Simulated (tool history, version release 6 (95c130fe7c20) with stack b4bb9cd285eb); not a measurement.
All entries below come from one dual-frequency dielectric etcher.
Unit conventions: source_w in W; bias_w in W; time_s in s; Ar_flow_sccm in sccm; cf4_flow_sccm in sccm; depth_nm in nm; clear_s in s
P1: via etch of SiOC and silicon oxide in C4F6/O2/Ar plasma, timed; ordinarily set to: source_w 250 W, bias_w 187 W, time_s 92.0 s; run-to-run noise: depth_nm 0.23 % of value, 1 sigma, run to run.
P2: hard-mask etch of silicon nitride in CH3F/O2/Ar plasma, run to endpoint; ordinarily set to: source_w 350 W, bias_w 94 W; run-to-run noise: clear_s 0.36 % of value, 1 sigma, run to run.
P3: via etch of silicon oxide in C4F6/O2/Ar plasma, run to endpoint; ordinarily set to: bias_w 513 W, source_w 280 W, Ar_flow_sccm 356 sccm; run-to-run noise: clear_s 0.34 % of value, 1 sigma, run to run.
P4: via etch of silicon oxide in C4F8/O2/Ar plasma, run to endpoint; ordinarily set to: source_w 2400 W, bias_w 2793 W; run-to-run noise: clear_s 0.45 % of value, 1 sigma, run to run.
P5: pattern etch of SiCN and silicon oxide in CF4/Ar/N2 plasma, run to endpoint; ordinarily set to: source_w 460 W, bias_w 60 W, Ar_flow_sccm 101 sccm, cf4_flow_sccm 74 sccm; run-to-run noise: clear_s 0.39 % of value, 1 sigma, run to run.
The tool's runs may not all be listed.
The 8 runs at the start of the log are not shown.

run   hour  process  source_w  bias_w  time_s  Ar_flow_sccm  cf4_flow_sccm  hours since the last wet clean  hours since the last source power generator calibration  hours since the last bias power generator calibration  depth_nm  clear_s
  9   90.0       P2       350     116                                                                346.4                                                   3084.9                                                  762.0             61.292
 10   98.2       P5       460      42                   101             74                           354.6                                                   3093.1                                                  770.2             15.378
 11  108.2       P5       460      60                    70             74                           364.6                                                   3103.1                                                  780.2             12.919
 12  123.4       P1       250     187    92.0                                                        379.8                                                   3118.3                                                  795.4    87.115
 13  135.1       P1       190     187    92.0                                                        391.5                                                   3130.0                                                  807.1    78.496
 14  142.0       P1       250     187    92.0                                                        398.4                                                   3136.9                                                  814.0    87.104
 15  154.5       P4      2400    3862                                                                410.9                                                   3149.4                                                  826.5            290.180
 16  163.1       P1       250     187    92.0                                                        419.5                                                   3158.0                                                  835.1    87.154
 17  178.1       P3       280     513                   246                                          434.5                                                   3173.0                                                  850.1             30.847
 18  187.5       P1       330     187    92.0                                                        443.9                                                   3182.4                                                  859.5    97.185
 19  200.0       P3       160     513                   356                                          456.4                                                   3194.9                                                  872.0             39.419
 20  207.0       P3       280     513                   356                                          463.4                                                   3201.9                                                  879.0             31.985
 21  221.2       P5       460      60                   101            101                           477.6                                                   3216.1                                                  893.2             12.976
 22  231.8       P3       280     335                   356                                          488.2                                                   3226.7                                                  903.8             37.539
 23  245.9       P1       250     187   132.0                                                        502.3                                                   3240.8                                                  917.9   124.940
 24  260.5       P1       250     223    92.0                                                        516.9                                                   3255.4                                                  932.5    92.557
 25  270.8       P4      1600    2793                                                                527.2                                                   3265.7                                                  942.8            377.210
 26  281.2       P1       250     187    92.0                                                        537.6                                                   3276.1                                                  953.2    86.982
 27  292.2       P3       280     513                   356                                          548.6                                                   3287.1                                                  964.2             32.049
 28  306.7       P5       460      60                   101             74                           563.1                                                   3301.6                                                  978.7             13.688
 29  315.9       P1       250     187    63.5                                                        572.3                                                   3310.8                                                  987.9    60.085

The next listed run, before its measurement:
 30  328.9       P1       250     187    92.0                                                        585.3                                                   3323.8                                                 1000.9         ?

{"run 30": {"depth_nm": 87.181}}
